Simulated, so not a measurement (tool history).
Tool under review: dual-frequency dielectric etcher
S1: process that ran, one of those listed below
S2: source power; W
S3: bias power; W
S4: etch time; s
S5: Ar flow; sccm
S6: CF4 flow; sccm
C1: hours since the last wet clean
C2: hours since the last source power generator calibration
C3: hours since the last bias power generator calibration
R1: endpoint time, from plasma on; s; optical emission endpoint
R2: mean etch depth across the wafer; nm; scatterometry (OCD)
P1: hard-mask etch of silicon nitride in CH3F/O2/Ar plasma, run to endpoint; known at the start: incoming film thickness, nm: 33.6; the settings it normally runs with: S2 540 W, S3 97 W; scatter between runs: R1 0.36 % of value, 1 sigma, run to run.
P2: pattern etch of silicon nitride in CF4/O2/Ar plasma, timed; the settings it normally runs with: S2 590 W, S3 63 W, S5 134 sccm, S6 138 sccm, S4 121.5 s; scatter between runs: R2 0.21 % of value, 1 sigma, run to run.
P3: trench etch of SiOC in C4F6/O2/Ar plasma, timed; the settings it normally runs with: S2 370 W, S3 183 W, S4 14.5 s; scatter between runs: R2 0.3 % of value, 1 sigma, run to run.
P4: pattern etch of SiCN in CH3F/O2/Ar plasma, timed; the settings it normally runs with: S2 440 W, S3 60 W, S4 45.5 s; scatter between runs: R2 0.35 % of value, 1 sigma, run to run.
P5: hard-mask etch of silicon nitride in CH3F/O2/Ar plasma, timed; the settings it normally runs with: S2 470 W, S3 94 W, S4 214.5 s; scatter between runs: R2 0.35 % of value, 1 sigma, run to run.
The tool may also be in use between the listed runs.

| run | hour | S1 | S2 | S3 | S4 | S5 | S6 | C1 | C2 | C3 | R1 | R2 |
|---|---|---|---|---|---|---|---|---|---|---|---|---|
| 1 | 5.9 | P1 | 540 | 97 |  |  |  | 176 | 676 | 1741.5 | 38.5 |  |
| 2 | 12.4 | P4 | 340 | 60 | 45.5 |  |  | 182.5 | 682.5 | 1748 |  | 15.344 |
| 3 | 21.5 | P5 | 470 | 94 | 140.5 |  |  | 191.6 | 691.6 | 1757.1 |  | 115.65 |
| 4 | 29.7 | P5 | 470 | 94 | 214.5 |  |  | 199.8 | 699.8 | 1765.3 |  | 176.34 |
| 5 | 34.6 | P2 | 590 | 63 | 121.5 | 134 | 163 | 204.7 | 704.7 | 1770.2 |  | 297.08 |
| 6 | 39.5 | P4 | 440 | 60 | 33.5 |  |  | 209.6 | 709.6 | 1775.1 |  | 12.469 |
| 7 | 45.3 | P3 | 370 | 183 | 14.5 |  |  | 215.4 | 715.4 | 1780.9 |  | 28.736 |
| 8 | 52 | P3 | 370 | 145 | 14.5 |  |  | 222.1 | 722.1 | 1787.6 |  | 26.839 |
| 9 | 58.7 | P2 | 590 | 63 | 181 | 134 | 138 | 228.8 | 728.8 | 1794.3 |  | 434.35 |
| 10 | 64.1 | P2 | 740 | 63 | 121.5 | 134 | 138 | 234.2 | 734.2 | 1799.7 |  | 354.26 |
| 11 | 71.3 | P1 | 540 | 97 |  |  |  | 241.4 | 741.4 | 1806.9 | 38.358 |  |
| 12 | 81.2 | P3 | 250 | 183 | 14.5 |  |  | 251.3 | 751.3 | 1816.8 |  | 24.867 |
| 13 | 87.1 | P4 | 440 | 60 | 45.5 |  |  | 257.2 | 757.2 | 1822.7 |  | 17.021 |
| 14 | 97.1 | P5 | 660 | 94 | 214.5 |  |  | 267.2 | 767.2 | 1832.7 |  | 199.36 |
| 15 | 102.5 | P2 | 590 | 63 | 121.5 | 134 | 138 | 272.6 | 772.6 | 1838.1 |  | 291.54 |
| 16 | 111.9 | P1 | 540 | 97 |  |  |  | 282 | 782 | 1847.5 | 38.573 |  |
| 17 | 122.1 | P5 | 470 | 76 | 214.5 |  |  | 292.2 | 792.2 | 1857.7 |  | 163.38 |
| 18 | 127.2 | P1 | 540 | 79 |  |  |  | 297.3 | 797.3 | 1862.8 | 41.388 |  |
| 19 | 133.4 | P1 | 540 | 97 |  |  |  | 303.5 | 803.5 | 1869 | 38.643 |  |
| 20 | 142.3 | P1 | 540 | 97 |  |  |  | 312.4 | 812.4 | 1877.9 | 38.289 |  |
| 21 | 150.6 | P4 | 440 | 46 | 45.5 |  |  | 320.7 | 820.7 | 1886.2 |  | 15.579 |
| 22 | 156.7 | P1 | 540 | 137 |  |  |  | 326.8 | 826.8 | 1892.3 | 33.893 |  |
| 23 | 161.4 | P2 | 590 | 83 | 121.5 | 134 | 138 | 331.5 | 831.5 | 1897 |  | 324.6 |
| 24 | 169 | P3 | 370 | 183 | 10 |  |  | 339.1 | 839.1 | 1904.6 |  | 19.907 |
| 25 | 177.3 | P3 | 370 | 183 | 14.5 |  |  | 347.4 | 847.4 | 1912.9 |  | 28.825 |
| 26 | 183.2 | P1 | 670 | 97 |  |  |  | 353.3 | 853.3 | 1918.8 | 35.753 |  |
| 27 | 189.8 | P2 | 590 | 63 | 121.5 | 173 | 138 | 359.9 | 859.9 | 1925.4 |  | 283.1 |
| 28 | 199.7 | P1 | 390 | 97 |  |  |  | 369.8 | 869.8 | 1935.3 | 43.646 |  |
| 29 | 209.8 | P1 | 430 | 70 |  |  |  | 379.9 | 879.9 | 1945.4 | 46.847 |  |
| 30 | 217.6 | P1 | 540 | 97 |  |  |  | 387.7 | 887.7 | 1953.2 | 38.467 |  |
| 31 | 224.8 | P1 | 540 | 97 |  |  |  | 394.9 | 894.9 | 1960.4 | 39.062 |  |
| 32 | 229.7 | P1 | 540 | 97 |  |  |  | 399.8 | 899.8 | 1965.3 | 39.145 |  |
| 33 | 234.2 | P1 | 540 | 97 |  |  |  | 404.3 | 904.3 | 1969.8 | 39.099 |  |
| 34 | 239.1 | P1 | 540 | 97 |  |  |  | 409.2 | 909.2 | 1974.7 | 39.014 |  |
| 35 | 246.2 | P1 | 540 | 97 |  |  |  | 416.3 | 916.3 | 1981.8 | 39.168 |  |
|  | 246.7 | wet clean of the chamber |
| 36 | 255.9 | P1 | 540 | 97 |  |  |  | 9.3 | 926 | 1991.5 | 39.293 |  |
| 37 | 262.7 | P1 | 540 | 97 |  |  |  | 16.1 | 932.8 | 1998.3 | 39.104 |  |

P1 has crept away from where it was. The log is fitted equally well by each of these 2 causes, at the sizes shown:
A: source power that arrives under what is set, % = 4.73
B: bias power that arrives under what is set, % = 4.98
The onset of the drift is placed at about hour 217.6.
What rules out each remaining cause:
chamber walls in a state that lowers the etch rate, %: serviced at hour 246.7, which brought nothing back

Which of the 4 check runs listed below separates the causes, so that each cause would produce a clearly different result? Each run uses one wafer, and its results are marked with question marks.
| check 1 | 269.5 | P2 | 590 | 63 | 121.5 | 134 | 138 |  |  |  |  | ? |
| check 2 | 269.5 | P3 | 370 | 183 | 14.5 |  |  |  |  |  |  | ? |
| check 3 | 269.5 | P4 | 440 | 60 | 45.5 |  |  |  |  |  |  | ? |
| check 4 | 269.5 | P5 | 470 | 94 | 214.5 |  |  |  |  |  |  | ? |

If the cause were each of the candidates in turn, the checks would give the following:
| check | result | if A | if B |
|---|---|---|---|
| check 1 | R2 | 279.46 | 285.81 |
| check 2 | R2 | 28.367 | 28.44 |
| check 3 | R2 | 16.674 | 16.698 |
| check 4 | R2 | 172.9 | 172.88 |
Distance between the nearest two causes, measured in the result of the check that separates them most: check 1 2.24 %; check 2 0.26 %; check 3 0.14 %; check 4 0.01 %
Check 1 distinguishes between the causes, while the remaining checks would return nearly the same result for all of them.

Check 1 has now been run. It gave: R2 280.07 nm. Which of the candidate causes is it?

The cause is A: source power that arrives under what is set, %.
